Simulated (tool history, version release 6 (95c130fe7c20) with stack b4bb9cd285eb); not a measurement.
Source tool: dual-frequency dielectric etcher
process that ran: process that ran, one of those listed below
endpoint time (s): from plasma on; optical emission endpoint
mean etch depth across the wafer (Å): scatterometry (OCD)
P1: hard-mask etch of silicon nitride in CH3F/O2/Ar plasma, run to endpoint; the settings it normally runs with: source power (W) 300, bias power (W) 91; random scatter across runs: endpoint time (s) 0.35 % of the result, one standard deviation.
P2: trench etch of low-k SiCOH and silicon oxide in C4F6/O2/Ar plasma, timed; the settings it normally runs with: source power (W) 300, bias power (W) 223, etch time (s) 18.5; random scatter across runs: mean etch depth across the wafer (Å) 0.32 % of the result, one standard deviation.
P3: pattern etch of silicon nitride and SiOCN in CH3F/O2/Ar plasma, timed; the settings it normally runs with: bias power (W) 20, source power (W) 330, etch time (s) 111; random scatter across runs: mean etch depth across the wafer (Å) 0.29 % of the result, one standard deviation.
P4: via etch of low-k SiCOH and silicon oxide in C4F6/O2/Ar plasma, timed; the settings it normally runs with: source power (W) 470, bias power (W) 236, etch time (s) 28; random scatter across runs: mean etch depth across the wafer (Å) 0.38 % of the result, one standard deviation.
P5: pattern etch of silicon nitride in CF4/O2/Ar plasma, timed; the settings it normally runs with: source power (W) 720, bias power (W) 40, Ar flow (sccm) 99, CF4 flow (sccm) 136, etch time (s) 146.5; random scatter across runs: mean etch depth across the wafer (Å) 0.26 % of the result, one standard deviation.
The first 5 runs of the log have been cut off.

run	hour	process that ran	source power (W)	bias power (W)	etch time (s)	Ar flow (sccm)	CF4 flow (sccm)	endpoint time (s)	mean etch depth across the wafer (Å)
6	81.1	P1	300	91				60.505	
7	97.1	P4	470	236	28				761.03
8	109.1	P5	720	40	91.5	99	136		2334.6
9	127.3	P1	300	91				60.622	
10	144	P3	330	20	111				131.66
11	154	P1	300	91				60.595	
12	164.5	P4	290	236	28				630.03
13	174.5	P2	300	223	18.5				558.99
14	187.8	P1	300	91				60.462	
15	201.5	P2	300	223	18.5				559.33
16	216.6	P1	300	109				56.71	
17	234.2	P2	300	223	26				790.33
18	250.7	P4	470	183	28				700.93
19	262.2	P5	720	53	146.5	99	136		4088.5
20	279.6	P5	960	40	146.5	99	136		4800.4
21	288.1	P1	370	91				55.824	
22	298	P3	240	20	111				117.2
23	312.4	P1	170	91				74.775	

Forecast run 24:
24	328	P3	330	20	111				?

Run 24 measured mean etch depth across the wafer (Å) 131.63.
